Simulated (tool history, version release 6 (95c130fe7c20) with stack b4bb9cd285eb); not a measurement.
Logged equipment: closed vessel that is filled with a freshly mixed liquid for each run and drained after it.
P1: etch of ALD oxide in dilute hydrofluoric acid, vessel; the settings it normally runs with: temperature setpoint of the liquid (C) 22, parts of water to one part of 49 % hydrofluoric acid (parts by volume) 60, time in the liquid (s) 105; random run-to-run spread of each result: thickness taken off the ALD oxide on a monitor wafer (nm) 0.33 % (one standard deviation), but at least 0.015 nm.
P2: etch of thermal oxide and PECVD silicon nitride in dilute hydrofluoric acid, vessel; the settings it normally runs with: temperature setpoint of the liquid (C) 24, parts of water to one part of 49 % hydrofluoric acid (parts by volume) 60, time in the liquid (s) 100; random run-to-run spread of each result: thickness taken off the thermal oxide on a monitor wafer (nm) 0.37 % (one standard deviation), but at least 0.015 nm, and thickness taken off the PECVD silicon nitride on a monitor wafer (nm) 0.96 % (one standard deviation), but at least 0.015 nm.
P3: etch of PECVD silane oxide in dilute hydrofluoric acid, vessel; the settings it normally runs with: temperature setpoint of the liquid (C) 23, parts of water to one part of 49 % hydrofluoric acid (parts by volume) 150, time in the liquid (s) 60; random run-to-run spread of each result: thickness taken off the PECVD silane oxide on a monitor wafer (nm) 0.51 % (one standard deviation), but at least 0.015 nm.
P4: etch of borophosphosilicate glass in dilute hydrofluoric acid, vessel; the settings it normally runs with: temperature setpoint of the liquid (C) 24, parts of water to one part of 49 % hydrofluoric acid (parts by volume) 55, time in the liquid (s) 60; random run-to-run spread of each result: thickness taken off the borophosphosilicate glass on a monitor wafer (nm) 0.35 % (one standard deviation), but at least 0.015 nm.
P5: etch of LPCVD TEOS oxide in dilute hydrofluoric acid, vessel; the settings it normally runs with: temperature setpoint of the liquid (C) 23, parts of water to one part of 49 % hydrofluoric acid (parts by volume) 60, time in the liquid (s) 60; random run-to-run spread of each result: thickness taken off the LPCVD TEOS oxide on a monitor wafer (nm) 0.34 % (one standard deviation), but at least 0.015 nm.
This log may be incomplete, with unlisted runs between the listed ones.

run	day	process that ran	temperature setpoint of the liquid (C)	parts of water to one part of 49 % hydrofluoric acid (parts by volume)	time in the liquid (s)	hours since the thermometer was replaced	hours since the hydrofluoric acid flow meter was replaced	thickness taken off the ALD oxide on a monitor wafer (nm)	thickness taken off the thermal oxide on a monitor wafer (nm)	thickness taken off the PECVD silicon nitride on a monitor wafer (nm)	thickness taken off the PECVD silane oxide on a monitor wafer (nm)	thickness taken off the borophosphosilicate glass on a monitor wafer (nm)	thickness taken off the LPCVD TEOS oxide on a monitor wafer (nm)
1	0.142	P1	22	60	105	556.3	193.8	28.51					
2	0.358	P2	24	100	100	561.5	199		4.2996	1.7278			
3	0.542	P1	22	25	65	565.9	203.4	44.557					
4	0.725	P1	22	35	105	570.3	207.8	50.693					
# day 0.742: thermometer replaced
5	0.896	P3	29	150	60	3.7	211.9				11.178		
6	1.062	P4	30	55	60	7.7	215.9					84.968	
7	1.279	P1	18	60	105	12.9	221.1	24.189					
8	1.404	P1	28.5	60	105	15.9	224.1	37.342					
9	1.525	P5	28	60	60	18.8	227						49.237
10	1.667	P5	23	60	115	22.2	230.4						77.52
11	1.775	P2	24	60	100	24.8	233		7.5471	2.8177			
12	1.896	P1	26.5	105	105	27.7	235.9	18.478					
13	2.108	P4	24	55	60	32.8	241					67.049	
14	2.296	P3	23	150	60	37.3	245.5				8.9424		
15	2.429	P1	22	60	55	40.5	248.7	14.939					
16	2.608	P1	22	60	105	44.8	253	28.551					
17	2.729	P4	24	55	60	47.7	255.9					67.448	
18	2.925	P5	23	60	60	52.4	260.6						40.259
19	3.042	P3	23	25	60	55.2	263.4				62.465		
20	3.225	P5	23	60	60	59.6	267.8						40.262
21	3.404	P2	24	60	100	63.9	272.1		7.5725	2.7517			
22	3.583	P1	18	60	165	68.2	276.4	37.841					
23	3.721	P4	24	55	105	71.5	279.7					117.39	
24	3.938	P1	22	110	105	76.7	284.9	14.686					
25	4.121	P3	23	150	115	81.1	289.3				17.363		
26	4.258	P3	23	150	60	84.4	292.6				8.9145		
# day 4.271: hydrofluoric acid flow meter replaced
27	4.354	P2	31	60	100	86.7	2.1		9.9797	4.4521			
28	4.496	P1	22	60	165	90.1	5.5	44.921					
29	4.646	P2	24	60	145	93.7	9.1		11.08	4.1442			
30	4.85	P4	24	20	60	98.6	14					193.15	
31	5.012	P1	22	60	105	102.5	17.9	28.627					
32	5.175	P1	22	60	105	106.4	21.8	28.655					
33	5.375	P1	22	60	105	111.2	26.6	28.537					
34	5.517	P5	23	35	60	114.6	30						71.289
35	5.642	P1	22	60	105	117.6	33	28.757					
36	5.788	P1	22	60	105	121.1	36.5	29.224					
37	5.983	P1	22	60	105	125.8	41.2	29.852					
38	6.183	P1	22	60	105	130.6	46	30.362					
39	6.308	P1	22	60	105	133.6	49	30.402					
40	6.5	P1	22	60	105	138.2	53.6	30.869					
41	6.662	P1	22	60	105	142.1	57.5	30.691					
42	6.867	P1	22	60	105	147	62.4	30.98					
43	7.033	P1	22	60	105	151	66.4	31.052					
44	7.188	P1	22	60	105	154.7	70.1	30.862					
45	7.308	P1	22	60	105	157.6	73	31.041					
46	7.525	P1	22	60	105	162.8	78.2	31.24					

Something has made what P1 gives creep away from where it was; the 2 causes below, each at its own stated size, fit the log equally well:
A: liquid hotter than its thermometer reads (K) = 2.02
B: hydrofluoric acid flow above the setpoint (%) = 8.06
Creep in the process output first set in at about day 5.642.

Which of the 4 check runs listed below, each an average over 2 wafers with its results shown as question marks, gives clearly different results under the different listed causes?
check 1	7.742	P3	23	35	60						?		
check 2	7.742	P4	24	55	95							?	
check 3	7.742	P2	24	100	140				?	?			
check 4	7.742	P5	26.5	60	85								?

How each check would come out, cause by cause:
check	result	if A	if B
check 1	thickness taken off the PECVD silane oxide on a monitor wafer (nm)	48.093	47.937
check 2	thickness taken off the borophosphosilicate glass on a monitor wafer (nm)	115.36	115.45
check 3	thickness taken off the thermal oxide on a monitor wafer (nm)	6.5555	6.6045
check 3	thickness taken off the PECVD silicon nitride on a monitor wafer (nm)	2.714	2.5674
check 4	thickness taken off the LPCVD TEOS oxide on a monitor wafer (nm)	71.134	71.399
Minimum pairwise separation of causes per check, each pair taken at its best-separating result: check 1 0.32 %; check 2 0.08 %; check 3 5.55 %; check 4 0.37 %
The causes can be told apart only by check 3. The other checks would give nearly the same results under each of them.

The results of check 3 are: thickness taken off the thermal oxide on a monitor wafer (nm) 6.5872; thickness taken off the PECVD silicon nitride on a monitor wafer (nm) 2.6882. Based on these, which of the listed causes is it?

The cause is A: liquid hotter than its thermometer reads (K).
